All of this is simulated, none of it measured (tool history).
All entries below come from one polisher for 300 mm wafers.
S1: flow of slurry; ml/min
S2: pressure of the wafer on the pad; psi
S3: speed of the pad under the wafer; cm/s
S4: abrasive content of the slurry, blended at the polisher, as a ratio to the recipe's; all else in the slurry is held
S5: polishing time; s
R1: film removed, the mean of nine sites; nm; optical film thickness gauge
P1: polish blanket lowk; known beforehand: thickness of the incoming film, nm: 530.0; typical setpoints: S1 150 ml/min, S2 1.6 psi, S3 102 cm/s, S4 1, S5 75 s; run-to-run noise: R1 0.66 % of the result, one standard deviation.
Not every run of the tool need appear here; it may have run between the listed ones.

| run | hour | S1 | S2 | S3 | S4 | S5 | R1 |
|---|---|---|---|---|---|---|---|
| 1 | 6.9 | 150 | 1.6 | 102 | 1 | 75 | 28.871 |
| 2 | 14 | 200 | 1.6 | 102 | 1 | 75 | 29.792 |
| 3 | 19.9 | 150 | 1.6 | 102 | 1 | 75 | 28.772 |
| 4 | 25.3 | 90 | 1.6 | 102 | 0.7 | 75 | 21.384 |
| 5 | 32.2 | 150 | 2.1 | 150 | 1 | 75 | 50.608 |
| 6 | 38.9 | 150 | 1.6 | 46 | 1 | 75 | 15.136 |
| 7 | 44.5 | 110 | 1.6 | 102 | 1 | 75 | 26.797 |
| 8 | 48 | 150 | 1.6 | 102 | 1 | 75 | 28.715 |
| 9 | 52.6 | 150 | 0.7 | 102 | 1 | 75 | 12.416 |
| 10 | 58.6 | 150 | 1.6 | 102 | 1 | 75 | 28.536 |
|  | 60.8 | slurry blender recalibrated |
| 11 | 62.7 | 150 | 1.6 | 60 | 1.45 | 75 | 21.771 |
| 12 | 69.2 | 150 | 1.6 | 102 | 0.55 | 75 | 20.666 |
| 13 | 75.4 | 150 | 1.6 | 102 | 1 | 75 | 28.212 |
| 14 | 79.5 | 150 | 2.3 | 102 | 1 | 75 | 40.46 |
| 15 | 83 | 150 | 1.6 | 102 | 1 | 99 | 37.463 |
| 16 | 88.1 | 150 | 1.6 | 160 | 1 | 75 | 40.408 |

Run 17, settings as shown, results not yet in. Your forecast:
| 17 | 93.5 | 150 | 1.6 | 102 | 1.4 | 75 | ? |

{"run 17": {"R1": 32.379}}
